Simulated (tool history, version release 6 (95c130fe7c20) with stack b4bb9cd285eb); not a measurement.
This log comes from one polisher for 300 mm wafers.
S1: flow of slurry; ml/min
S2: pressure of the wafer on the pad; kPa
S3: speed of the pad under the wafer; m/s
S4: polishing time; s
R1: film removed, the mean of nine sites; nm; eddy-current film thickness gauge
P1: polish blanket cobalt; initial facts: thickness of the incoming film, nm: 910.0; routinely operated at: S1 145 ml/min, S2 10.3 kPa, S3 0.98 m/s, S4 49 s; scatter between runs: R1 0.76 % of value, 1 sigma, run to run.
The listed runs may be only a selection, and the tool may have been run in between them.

{"run": 1, "day": 0.2, "S1": 145, "S2": 10.3, "S3": 0.98, "S4": 49, "R1": 199.25}
{"run": 2, "day": 0.421, "S1": 145, "S2": 13.8, "S3": 0.98, "S4": 28, "R1": 153.32}
{"run": 3, "day": 0.588, "S1": 145, "S2": 10.3, "S3": 0.98, "S4": 26, "R1": 106.33}
{"run": 4, "day": 0.775, "S1": 145, "S2": 10.3, "S3": 0.98, "S4": 49, "R1": 199.99}
{"run": 5, "day": 1.008, "S1": 195, "S2": 10.3, "S3": 0.98, "S4": 49, "R1": 209.52}
{"run": 6, "day": 1.121, "S1": 145, "S2": 10.3, "S3": 0.98, "S4": 49, "R1": 202.78}
{"day": 1.279, "done": "head pressure recalibrated"}
{"run": 7, "day": 1.346, "S1": 145, "S2": 6.9, "S3": 0.98, "S4": 49, "R1": 133.11}
{"run": 8, "day": 1.496, "S1": 145, "S2": 10.3, "S3": 0.98, "S4": 72, "R1": 291.89}
{"run": 9, "day": 1.604, "S1": 145, "S2": 14.5, "S3": 0.98, "S4": 49, "R1": 281.69}
{"run": 10, "day": 1.783, "S1": 210, "S2": 10.3, "S3": 0.74, "S4": 49, "R1": 157.27}
{"run": 11, "day": 1.938, "S1": 145, "S2": 10.3, "S3": 0.98, "S4": 49, "R1": 198.45}
{"run": 12, "day": 2.083, "S1": 145, "S2": 10.3, "S3": 0.98, "S4": 49, "R1": 203.89}
{"run": 13, "day": 2.308, "S1": 85, "S2": 10.3, "S3": 0.98, "S4": 49, "R1": 176.59}
{"day": 2.396, "done": "slurry nozzle cleaned"}
{"run": 14, "day": 2.442, "S1": 145, "S2": 10.3, "S3": 1.24, "S4": 49, "R1": 249.91}
{"run": 15, "day": 2.554, "S1": 145, "S2": 10.3, "S3": 0.44, "S4": 49, "R1": 89.609}
{"run": 16, "day": 2.783, "S1": 145, "S2": 10.3, "S3": 0.98, "S4": 49, "R1": 199.15}
{"run": 17, "day": 2.992, "S1": 145, "S2": 10.3, "S3": 0.98, "S4": 49, "R1": 197.83}
{"run": 18, "day": 3.208, "S1": 145, "S2": 10.3, "S3": 0.98, "S4": 49, "R1": 189.52}
{"run": 19, "day": 3.388, "S1": 145, "S2": 10.3, "S3": 0.98, "S4": 49, "R1": 188.09}
{"run": 20, "day": 3.617, "S1": 145, "S2": 10.3, "S3": 0.98, "S4": 49, "R1": 183.96}
{"run": 21, "day": 3.825, "S1": 145, "S2": 10.3, "S3": 0.98, "S4": 49, "R1": 183.58}
{"day": 3.954, "done": "worn pad replaced by a new one"}
{"run": 22, "day": 4.042, "S1": 145, "S2": 10.3, "S3": 0.98, "S4": 49, "R1": 182.15}
{"run": 23, "day": 4.192, "S1": 145, "S2": 10.3, "S3": 0.98, "S4": 49, "R1": 181.58}
{"run": 24, "day": 4.358, "S1": 145, "S2": 10.3, "S3": 0.98, "S4": 49, "R1": 181.91}
{"run": 25, "day": 4.488, "S1": 145, "S2": 10.3, "S3": 0.98, "S4": 49, "R1": 182.65}

P1 has crept away from where it was. The log is fitted equally well by each of these 2 causes, at the sizes shown:
A: slurry flow missing at the pad, % = 36
B: head's pressure below its setpoint, % = 9.3
The process output started creeping at around day 2.783.
Each remaining cause and why it is not a fit:
removal rate lost through wear of the pad, %: maintenance at day 3.954, after the shift began, did not return the process to its former output

Consider the 4 check runs below, whose results appear as question marks and each of which averages 5 wafers. Which one distinguishes the causes, in that each cause would give it a clearly different result?
{"run": "check 1", "day": 4.617, "S1": 145, "S2": 7.6, "S3": 0.98, "S4": 49, "R1": "?"}
{"run": "check 2", "day": 4.617, "S1": 145, "S2": 14.5, "S3": 0.98, "S4": 49, "R1": "?"}
{"run": "check 3", "day": 4.617, "S1": 110, "S2": 10.3, "S3": 0.98, "S4": 29, "R1": "?"}
{"run": "check 4", "day": 4.617, "S1": 145, "S2": 10.3, "S3": 0.62, "S4": 49, "R1": "?"}

What each check would give under each cause:
check=check_1 result=R1 if_A=133.58 if_B=133.56
check=check_2 result=R1 if_A=255.02 if_B=254.97
check=check_3 result=R1 if_A=99.269 if_B=101.95
check=check_4 result=R1 if_A=115.24 if_B=115.22
Minimum pairwise separation of causes per check, each pair taken at its best-separating result: check 1 0.02 %; check 2 0.02 %; check 3 2.67 %; check 4 0.02 %
Only check 3 tells the causes apart: in the others they would give nearly the same result.

Check 3 was then run and gave: R1 99.188 nm. Which cause is it?

The correct cause is A, namely: slurry flow missing at the pad, %.

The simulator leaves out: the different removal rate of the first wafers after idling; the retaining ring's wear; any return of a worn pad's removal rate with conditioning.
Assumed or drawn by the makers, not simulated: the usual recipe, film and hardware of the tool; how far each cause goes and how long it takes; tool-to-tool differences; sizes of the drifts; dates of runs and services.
